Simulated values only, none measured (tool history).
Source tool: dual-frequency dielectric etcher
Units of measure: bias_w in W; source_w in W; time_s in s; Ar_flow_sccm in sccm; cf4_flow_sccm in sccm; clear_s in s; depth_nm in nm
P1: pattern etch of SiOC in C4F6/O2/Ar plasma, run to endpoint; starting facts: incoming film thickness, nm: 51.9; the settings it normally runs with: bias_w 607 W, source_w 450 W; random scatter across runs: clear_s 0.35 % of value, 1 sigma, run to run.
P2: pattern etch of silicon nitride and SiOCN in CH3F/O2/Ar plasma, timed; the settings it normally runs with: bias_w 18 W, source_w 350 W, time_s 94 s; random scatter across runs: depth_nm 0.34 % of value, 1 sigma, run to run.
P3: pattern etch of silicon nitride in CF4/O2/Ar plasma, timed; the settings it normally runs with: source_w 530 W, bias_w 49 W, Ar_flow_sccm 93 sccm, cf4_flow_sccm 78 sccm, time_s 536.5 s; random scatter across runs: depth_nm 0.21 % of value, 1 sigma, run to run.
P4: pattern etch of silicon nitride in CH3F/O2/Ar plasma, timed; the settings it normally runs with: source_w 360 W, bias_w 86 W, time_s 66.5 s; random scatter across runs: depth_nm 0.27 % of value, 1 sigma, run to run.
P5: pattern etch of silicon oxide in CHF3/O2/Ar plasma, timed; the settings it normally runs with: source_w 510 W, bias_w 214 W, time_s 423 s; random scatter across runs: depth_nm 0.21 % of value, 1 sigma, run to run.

run	hour	process	bias_w	source_w	time_s	Ar_flow_sccm	cf4_flow_sccm	clear_s	depth_nm
1	3.7	P1	607	450				15.903	
2	7.2	P4	86	360	66.5				47.294
3	12.1	P1	773	450				14.59	
4	16.8	P5	214	510	611.5				1252.4
5	20.6	P2	18	350	118.5				13.711
6	23.5	P1	607	450				15.967	
7	26.8	P2	18	350	94				10.954
8	31.6	P4	86	270	66.5				42.463
9	36.3	P3	49	530	536.5	93	78		1069.5
10	40.6	P2	18	350	94				10.906
11	44	P4	64	360	66.5				42.555
12	46.3	P3	49	530	536.5	114	78		1041.3
13	49.6	P3	49	750	536.5	93	78		1445.3
14	52.9	P5	214	510	423				865.6
15	56.8	P4	86	360	66.5				47.609
16	60.6	P1	607	340				17.716	
17	64.5	P5	301	510	423				976.98
18	67.9	P1	607	570				14.711	
19	70.2	P1	607	450				15.929	
20	75.1	P1	607	450				15.954	
21	77.3	P1	815	280				16.815	
22	80	P1	607	450				15.872	
23	84.7	P3	37	530	536.5	93	78		962.23
24	88.8	P5	214	510	423				864.49
25	92.3	P3	49	530	536.5	93	94		1093.2
26	96.3	P5	214	630	423				940.63
27	99.1	P2	18	470	94				12.199
28	101.9	P1	607	450				15.883	
29	104.1	P4	86	360	48				34.235
30	108.9	P2	12	350	94				9.2537
31	113.1	P3	49	530	655	93	78		1305.7
32	116.4	P1	371	450				19.093	
33	119.6	P1	607	450				15.926	
34	124	P1	607	450				16.195	
35	128.5	P1	607	450				16.208	
36	130.7	P1	607	450				16.147	

Estimate the outcome of run 37 from the log above:
# hour 131.9: wet clean of the chamber
37	133.9	P1	607	450				?	

{"run 37": {"clear_s": 16.199}}
